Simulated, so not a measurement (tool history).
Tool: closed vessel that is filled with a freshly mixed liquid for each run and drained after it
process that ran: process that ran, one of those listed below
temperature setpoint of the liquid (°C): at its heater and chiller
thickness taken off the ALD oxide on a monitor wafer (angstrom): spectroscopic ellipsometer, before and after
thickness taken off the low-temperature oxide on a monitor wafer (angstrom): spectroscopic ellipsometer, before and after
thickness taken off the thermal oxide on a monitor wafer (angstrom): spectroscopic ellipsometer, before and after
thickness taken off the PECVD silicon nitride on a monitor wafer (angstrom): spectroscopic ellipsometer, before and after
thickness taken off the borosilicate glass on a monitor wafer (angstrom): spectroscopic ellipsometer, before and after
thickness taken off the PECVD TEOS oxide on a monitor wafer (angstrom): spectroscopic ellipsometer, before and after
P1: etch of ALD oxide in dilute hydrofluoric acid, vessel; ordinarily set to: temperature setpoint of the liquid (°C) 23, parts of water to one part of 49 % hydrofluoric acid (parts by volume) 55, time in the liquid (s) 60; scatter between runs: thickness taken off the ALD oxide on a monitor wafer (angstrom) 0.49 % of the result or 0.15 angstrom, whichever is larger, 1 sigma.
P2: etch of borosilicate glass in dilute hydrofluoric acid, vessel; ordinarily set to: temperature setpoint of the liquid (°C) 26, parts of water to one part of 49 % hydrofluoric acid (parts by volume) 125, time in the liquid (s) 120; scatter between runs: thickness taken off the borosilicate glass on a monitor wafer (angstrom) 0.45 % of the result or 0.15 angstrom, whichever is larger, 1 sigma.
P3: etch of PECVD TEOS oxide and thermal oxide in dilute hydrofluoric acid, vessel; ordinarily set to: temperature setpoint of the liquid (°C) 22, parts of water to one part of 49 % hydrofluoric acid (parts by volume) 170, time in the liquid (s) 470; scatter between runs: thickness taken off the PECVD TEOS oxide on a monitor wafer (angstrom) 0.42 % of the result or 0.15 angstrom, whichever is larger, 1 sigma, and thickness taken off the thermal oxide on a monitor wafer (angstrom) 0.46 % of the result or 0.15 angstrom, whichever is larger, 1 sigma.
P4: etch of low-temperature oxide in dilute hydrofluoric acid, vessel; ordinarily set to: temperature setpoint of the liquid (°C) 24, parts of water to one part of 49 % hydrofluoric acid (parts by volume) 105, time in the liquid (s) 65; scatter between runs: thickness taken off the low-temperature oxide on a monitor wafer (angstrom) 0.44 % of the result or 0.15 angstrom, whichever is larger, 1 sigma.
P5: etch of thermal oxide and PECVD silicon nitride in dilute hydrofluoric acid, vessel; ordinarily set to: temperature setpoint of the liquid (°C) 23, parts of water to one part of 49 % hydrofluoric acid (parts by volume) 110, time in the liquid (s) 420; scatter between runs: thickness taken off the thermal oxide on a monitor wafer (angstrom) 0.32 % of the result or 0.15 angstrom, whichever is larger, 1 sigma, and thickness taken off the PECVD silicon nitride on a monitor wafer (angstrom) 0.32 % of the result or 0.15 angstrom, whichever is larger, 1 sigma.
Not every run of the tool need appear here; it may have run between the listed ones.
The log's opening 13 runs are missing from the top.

run	hour	process that ran	temperature setpoint of the liquid (°C)	parts of water to one part of 49 % hydrofluoric acid (parts by volume)	time in the liquid (s)	hours since the thermometer was replaced	hours since the hydrofluoric acid flow meter was replaced	thickness taken off the ALD oxide on a monitor wafer (angstrom)	thickness taken off the low-temperature oxide on a monitor wafer (angstrom)	thickness taken off the thermal oxide on a monitor wafer (angstrom)	thickness taken off the PECVD silicon nitride on a monitor wafer (angstrom)	thickness taken off the borosilicate glass on a monitor wafer (angstrom)	thickness taken off the PECVD TEOS oxide on a monitor wafer (angstrom)
14	139.1	P4	24	105	65	526.6	1182.4		221.1				
15	150.3	P3	22	285	470	537.8	1193.6			59.608			197.89
16	162.6	P1	18	55	60	550.1	1205.9	193.5					
17	175.3	P2	26	125	120	562.8	1218.6					555.82	
18	187.6	P3	17	170	470	575.1	1230.9			92.755			304.64
19	194.4	P5	23	110	810	581.9	1237.7			313.62	170.49		
20	203.8	P5	23	50	420	591.3	1247.1			388.13	191.98		
21	211.9	P3	22	170	50	599.4	1255.2			11.722			39.551
22	222.7	P2	26	125	120	610.2	1266					559.37	

Forecast run 23:
23	233.3	P4	24	105	65	620.8	1276.6		?				

Run 23 measured thickness taken off the low-temperature oxide on a monitor wafer (angstrom) 220.13.

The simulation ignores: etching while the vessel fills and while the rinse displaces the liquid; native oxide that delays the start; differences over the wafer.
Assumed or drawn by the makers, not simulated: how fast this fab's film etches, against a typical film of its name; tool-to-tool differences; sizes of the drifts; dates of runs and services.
